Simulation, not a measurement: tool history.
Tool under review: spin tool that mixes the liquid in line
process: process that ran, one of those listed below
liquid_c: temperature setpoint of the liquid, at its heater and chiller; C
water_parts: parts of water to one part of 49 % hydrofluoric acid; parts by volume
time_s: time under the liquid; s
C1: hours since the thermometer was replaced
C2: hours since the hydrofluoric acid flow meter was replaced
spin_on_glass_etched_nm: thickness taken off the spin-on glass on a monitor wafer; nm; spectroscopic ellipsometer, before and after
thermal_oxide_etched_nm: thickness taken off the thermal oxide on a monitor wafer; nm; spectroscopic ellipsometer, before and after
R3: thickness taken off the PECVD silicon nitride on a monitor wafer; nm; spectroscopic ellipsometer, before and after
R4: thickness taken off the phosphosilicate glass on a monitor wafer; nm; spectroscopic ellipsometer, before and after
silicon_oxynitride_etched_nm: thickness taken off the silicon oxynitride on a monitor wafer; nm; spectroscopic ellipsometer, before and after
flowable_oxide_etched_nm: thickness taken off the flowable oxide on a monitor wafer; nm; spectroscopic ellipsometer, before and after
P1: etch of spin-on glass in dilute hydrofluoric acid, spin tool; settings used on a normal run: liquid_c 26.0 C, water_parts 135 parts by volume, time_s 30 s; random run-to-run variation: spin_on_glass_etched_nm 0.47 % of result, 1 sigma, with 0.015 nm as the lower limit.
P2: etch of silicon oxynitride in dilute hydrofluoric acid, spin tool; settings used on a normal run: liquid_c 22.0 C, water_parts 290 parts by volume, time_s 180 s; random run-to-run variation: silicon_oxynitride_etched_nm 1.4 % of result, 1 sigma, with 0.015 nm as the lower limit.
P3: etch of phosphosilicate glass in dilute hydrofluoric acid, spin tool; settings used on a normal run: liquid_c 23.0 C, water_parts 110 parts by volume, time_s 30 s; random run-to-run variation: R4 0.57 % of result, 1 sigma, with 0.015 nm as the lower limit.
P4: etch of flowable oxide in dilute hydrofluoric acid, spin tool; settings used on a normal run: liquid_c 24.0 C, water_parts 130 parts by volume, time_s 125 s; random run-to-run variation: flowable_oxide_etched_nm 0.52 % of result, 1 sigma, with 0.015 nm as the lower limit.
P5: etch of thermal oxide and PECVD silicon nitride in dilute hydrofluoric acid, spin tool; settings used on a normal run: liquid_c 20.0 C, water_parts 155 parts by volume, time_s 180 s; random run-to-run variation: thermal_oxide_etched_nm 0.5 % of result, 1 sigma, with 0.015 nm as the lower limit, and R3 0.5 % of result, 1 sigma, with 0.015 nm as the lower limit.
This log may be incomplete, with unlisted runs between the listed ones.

run 1 hour=11.2 | process=P1 liquid_c=26.0 water_parts=135 time_s=30 | C1=1303.1 C2=123.8 | spin_on_glass_etched_nm=7.3518
run 2 hour=16.6 | process=P5 liquid_c=28.0 water_parts=155 time_s=180 | C1=1308.5 C2=129.2 | thermal_oxide_etched_nm=5.95530 R3=8.39060
run 3 hour=24.5 | process=P1 liquid_c=26.0 water_parts=135 time_s=30 | C1=1316.4 C2=137.1 | spin_on_glass_etched_nm=7.4005
-- hour=27.6 hydrofluoric acid flow meter replaced
run 4 hour=31.3 | process=P1 liquid_c=19.0 water_parts=135 time_s=15 | C1=1323.2 C2=3.7 | spin_on_glass_etched_nm=2.8262
run 5 hour=38.5 | process=P5 liquid_c=20.0 water_parts=155 time_s=20 | C1=1330.4 C2=10.9 | thermal_oxide_etched_nm=0.47771 R3=0.53953
run 6 hour=43.6 | process=P3 liquid_c=23.0 water_parts=110 time_s=15 | C1=1335.5 C2=16.0 | R4=8.1391
run 7 hour=49.3 | process=P3 liquid_c=23.0 water_parts=165 time_s=30 | C1=1341.2 C2=21.7 | R4=10.1160
run 8 hour=58.6 | process=P5 liquid_c=20.0 water_parts=280 time_s=180 | C1=1350.5 C2=31.0 | thermal_oxide_etched_nm=2.14080 R3=2.79430
run 9 hour=69.8 | process=P5 liquid_c=20.0 water_parts=155 time_s=180 | C1=1361.7 C2=42.2 | thermal_oxide_etched_nm=4.36130 R3=5.05920
run 10 hour=78.0 | process=P2 liquid_c=22.0 water_parts=290 time_s=20 | C1=1369.9 C2=50.4 | silicon_oxynitride_etched_nm=0.17973
run 11 hour=88.5 | process=P1 liquid_c=26.0 water_parts=135 time_s=30 | C1=1380.4 C2=60.9 | spin_on_glass_etched_nm=7.4200
run 12 hour=99.6 | process=P1 liquid_c=26.0 water_parts=135 time_s=30 | C1=1391.5 C2=72.0 | spin_on_glass_etched_nm=7.3750
run 13 hour=107.8 | process=P1 liquid_c=26.0 water_parts=135 time_s=30 | C1=1399.7 C2=80.2 | spin_on_glass_etched_nm=7.3688
run 14 hour=115.4 | process=P2 liquid_c=29.5 water_parts=290 time_s=180 | C1=1407.3 C2=87.8 | silicon_oxynitride_etched_nm=2.37450
run 15 hour=122.5 | process=P4 liquid_c=20.5 water_parts=130 time_s=125 | C1=1414.4 C2=94.9 | flowable_oxide_etched_nm=26.5630
run 16 hour=127.8 | process=P1 liquid_c=26.0 water_parts=135 time_s=30 | C1=1419.7 C2=100.2 | spin_on_glass_etched_nm=7.3495
run 17 hour=136.3 | process=P1 liquid_c=26.0 water_parts=35 time_s=30 | C1=1428.2 C2=108.7 | spin_on_glass_etched_nm=32.5020
run 18 hour=144.1 | process=P1 liquid_c=26.0 water_parts=200 time_s=30 | C1=1436.0 C2=116.5 | spin_on_glass_etched_nm=4.5944
run 19 hour=153.0 | process=P3 liquid_c=29.5 water_parts=110 time_s=30 | C1=1444.9 C2=125.4 | R4=20.4750
run 20 hour=161.0 | process=P1 liquid_c=20.5 water_parts=135 time_s=30 | C1=1452.9 C2=133.4 | spin_on_glass_etched_nm=5.9973
run 21 hour=170.1 | process=P4 liquid_c=24.0 water_parts=130 time_s=30 | C1=1462.0 C2=142.5 | flowable_oxide_etched_nm=7.3119
run 22 hour=176.8 | process=P2 liquid_c=22.0 water_parts=290 time_s=180 | C1=1468.7 C2=149.2 | silicon_oxynitride_etched_nm=1.74590
run 23 hour=182.6 | process=P2 liquid_c=22.0 water_parts=465 time_s=180 | C1=1474.5 C2=155.0 | silicon_oxynitride_etched_nm=0.97499
run 24 hour=193.7 | process=P1 liquid_c=32.5 water_parts=135 time_s=30 | C1=1485.6 C2=166.1 | spin_on_glass_etched_nm=9.3379
run 25 hour=203.2 | process=P4 liquid_c=24.0 water_parts=130 time_s=125 | C1=1495.1 C2=175.6 | flowable_oxide_etched_nm=30.5020
run 26 hour=210.3 | process=P4 liquid_c=24.0 water_parts=195 time_s=125 | C1=1502.2 C2=182.7 | flowable_oxide_etched_nm=18.6800
run 27 hour=216.9 | process=P2 liquid_c=22.0 water_parts=290 time_s=180 | C1=1508.8 C2=189.3 | silicon_oxynitride_etched_nm=1.75540
run 28 hour=227.8 | process=P1 liquid_c=26.0 water_parts=135 time_s=55 | C1=1519.7 C2=200.2 | spin_on_glass_etched_nm=13.5180
run 29 hour=237.6 | process=P3 liquid_c=23.0 water_parts=110 time_s=30 | C1=1529.5 C2=210.0 | R4=15.8770
run 30 hour=245.4 | process=P1 liquid_c=26.0 water_parts=135 time_s=15 | C1=1537.3 C2=217.8 | spin_on_glass_etched_nm=3.7094
run 31 hour=256.1 | process=P1 liquid_c=26.0 water_parts=135 time_s=30 | C1=1548.0 C2=228.5 | spin_on_glass_etched_nm=7.2922
run 32 hour=263.3 | process=P1 liquid_c=26.0 water_parts=135 time_s=30 | C1=1555.2 C2=235.7 | spin_on_glass_etched_nm=7.5210
run 33 hour=273.9 | process=P1 liquid_c=26.0 water_parts=135 time_s=30 | C1=1565.8 C2=246.3 | spin_on_glass_etched_nm=7.6740
run 34 hour=283.1 | process=P1 liquid_c=26.0 water_parts=135 time_s=30 | C1=1575.0 C2=255.5 | spin_on_glass_etched_nm=7.8189
run 35 hour=294.0 | process=P1 liquid_c=26.0 water_parts=135 time_s=30 | C1=1585.9 C2=266.4 | spin_on_glass_etched_nm=7.8092
run 36 hour=300.2 | process=P1 liquid_c=26.0 water_parts=135 time_s=30 | C1=1592.1 C2=272.6 | spin_on_glass_etched_nm=7.8357
run 37 hour=309.9 | process=P1 liquid_c=26.0 water_parts=135 time_s=30 | C1=1601.8 C2=282.3 | spin_on_glass_etched_nm=7.8761
run 38 hour=318.3 | process=P1 liquid_c=26.0 water_parts=135 time_s=30 | C1=1610.2 C2=290.7 | spin_on_glass_etched_nm=7.8635
run 39 hour=324.0 | process=P1 liquid_c=26.0 water_parts=135 time_s=30 | C1=1615.9 C2=296.4 | spin_on_glass_etched_nm=7.9467
run 40 hour=333.0 | process=P1 liquid_c=26.0 water_parts=135 time_s=30 | C1=1624.9 C2=305.4 | spin_on_glass_etched_nm=7.9052
run 41 hour=341.4 | process=P1 liquid_c=26.0 water_parts=135 time_s=30 | C1=1633.3 C2=313.8 | spin_on_glass_etched_nm=7.8494
run 42 hour=347.2 | process=P1 liquid_c=26.0 water_parts=135 time_s=30 | C1=1639.1 C2=319.6 | spin_on_glass_etched_nm=7.9499

Something has made what P1 gives creep away from where it was; the 2 causes below, each at its own stated size, fit the log equally well:
A: hydrofluoric acid flow above the setpoint (%) = 6.23
B: liquid hotter than its thermometer reads (K) = 1.87
Onset of the creep was near hour 256.1.

Which of the 4 check runs listed below separates the causes, so that each cause would produce a clearly different result? Each run uses one wafer, and its results are marked with question marks.
run check 1 hour=353.0 | process=P5 liquid_c=27.5 water_parts=275 time_s=180 | thermal_oxide_etched_nm=? R3=?
run check 2 hour=353.0 | process=P3 liquid_c=23.0 water_parts=155 time_s=30 | R4=?
run check 3 hour=353.0 | process=P4 liquid_c=20.5 water_parts=130 time_s=125 | flowable_oxide_etched_nm=?
run check 4 hour=353.0 | process=P2 liquid_c=26.0 water_parts=290 time_s=180 | silicon_oxynitride_etched_nm=?

Outcome of each check run for each possible cause:
check=check_1 result=thermal_oxide_etched_nm if_A=3.08840 if_B=3.04110
check=check_1 result=R3 if_A=4.85460 if_B=5.09860
check=check_2 result=R4 if_A=11.6010 if_B=11.6100
check=check_3 result=flowable_oxide_etched_nm if_A=28.2820 if_B=28.4410
check=check_4 result=silicon_oxynitride_etched_nm if_A=2.22420 if_B=2.23320
Gap, in per cent, between the two causes that each check separates least, read from the result that separates them most: check 1 4.9 %; check 2 0.07 %; check 3 0.56 %; check 4 0.4 %
Check 1 tells the causes apart: in the others they would give nearly the same result.

Here is what check 1 returned: thermal_oxide_etched_nm 3.05640 nm; R3 4.84950 nm. Which cause is it?

Of the candidate causes, it is A: hydrofluoric acid flow above the setpoint (%).

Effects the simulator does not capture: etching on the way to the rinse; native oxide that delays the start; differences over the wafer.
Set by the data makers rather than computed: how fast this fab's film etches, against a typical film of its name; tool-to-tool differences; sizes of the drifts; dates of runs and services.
